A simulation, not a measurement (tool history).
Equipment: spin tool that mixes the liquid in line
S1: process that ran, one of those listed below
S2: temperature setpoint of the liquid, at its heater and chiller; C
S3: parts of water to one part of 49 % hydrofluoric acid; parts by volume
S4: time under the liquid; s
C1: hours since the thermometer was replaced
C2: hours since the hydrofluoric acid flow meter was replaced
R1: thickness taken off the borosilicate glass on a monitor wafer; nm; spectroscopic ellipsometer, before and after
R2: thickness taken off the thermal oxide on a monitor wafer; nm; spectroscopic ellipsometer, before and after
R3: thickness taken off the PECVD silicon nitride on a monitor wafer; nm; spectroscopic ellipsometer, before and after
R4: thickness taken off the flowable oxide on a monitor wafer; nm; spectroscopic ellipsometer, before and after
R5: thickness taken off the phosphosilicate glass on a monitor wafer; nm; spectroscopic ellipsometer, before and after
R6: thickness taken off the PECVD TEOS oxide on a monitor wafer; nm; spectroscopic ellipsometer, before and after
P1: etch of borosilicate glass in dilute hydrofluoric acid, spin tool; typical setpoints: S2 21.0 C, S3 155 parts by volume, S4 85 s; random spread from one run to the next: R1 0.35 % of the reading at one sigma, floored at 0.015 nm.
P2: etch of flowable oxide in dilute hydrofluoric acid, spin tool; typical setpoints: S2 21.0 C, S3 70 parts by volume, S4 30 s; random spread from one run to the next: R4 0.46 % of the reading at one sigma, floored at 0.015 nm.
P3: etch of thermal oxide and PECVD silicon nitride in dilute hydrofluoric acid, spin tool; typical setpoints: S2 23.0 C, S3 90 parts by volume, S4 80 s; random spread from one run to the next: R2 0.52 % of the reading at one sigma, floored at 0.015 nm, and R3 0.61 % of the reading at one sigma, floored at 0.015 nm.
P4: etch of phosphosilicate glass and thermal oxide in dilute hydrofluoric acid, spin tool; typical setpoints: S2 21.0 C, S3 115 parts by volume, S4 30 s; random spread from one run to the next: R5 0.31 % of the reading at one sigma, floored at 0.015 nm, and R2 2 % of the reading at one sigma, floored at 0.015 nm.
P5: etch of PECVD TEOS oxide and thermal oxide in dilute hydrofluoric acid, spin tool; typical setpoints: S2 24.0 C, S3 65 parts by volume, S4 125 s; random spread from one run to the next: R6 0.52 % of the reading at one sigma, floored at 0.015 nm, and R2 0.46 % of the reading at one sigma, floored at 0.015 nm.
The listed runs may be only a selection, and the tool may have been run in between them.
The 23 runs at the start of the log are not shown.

run 24 day=13.512 | S1=P1 S2=21.0 S3=155 S4=85 | C1=1089.3 C2=1238.8 | R1=8.7416
run 25 day=14.200 | S1=P1 S2=21.0 S3=155 S4=85 | C1=1105.8 C2=1255.3 | R1=8.7266
run 26 day=14.938 | S1=P2 S2=17.0 S3=70 S4=30 | C1=1123.5 C2=1273.0 | R4=15.8510
run 27 day=15.417 | S1=P1 S2=21.0 S3=155 S4=50 | C1=1135.0 C2=1284.5 | R1=5.1166
run 28 day=16.012 | S1=P4 S2=21.0 S3=115 S4=30 | C1=1149.3 C2=1298.8 | R2=0.98370 R5=25.696
run 29 day=16.779 | S1=P5 S2=24.0 S3=65 S4=50 | C1=1167.7 C2=1317.2 | R2=3.90840 R6=17.964
run 30 day=17.550 | S1=P1 S2=21.0 S3=155 S4=85 | C1=1186.2 C2=1335.7 | R1=8.6557
run 31 day=18.021 | S1=P1 S2=21.0 S3=155 S4=85 | C1=1197.5 C2=1347.0 | R1=8.9370
run 32 day=18.567 | S1=P1 S2=21.0 S3=155 S4=85 | C1=1210.6 C2=1360.1 | R1=9.0677
run 33 day=19.258 | S1=P1 S2=21.0 S3=155 S4=85 | C1=1227.2 C2=1376.7 | R1=9.1858
run 34 day=19.667 | S1=P1 S2=21.0 S3=155 S4=85 | C1=1237.0 C2=1386.5 | R1=9.2285
run 35 day=20.400 | S1=P1 S2=21.0 S3=155 S4=85 | C1=1254.6 C2=1404.1 | R1=9.3731

What does the tool deliver on the next run?
run 36 day=20.796 | S1=P1 S2=21.0 S3=155 S4=85 | C1=1264.1 C2=1413.6 | R1=?

{"run 36": {"R1": 9.2876}}
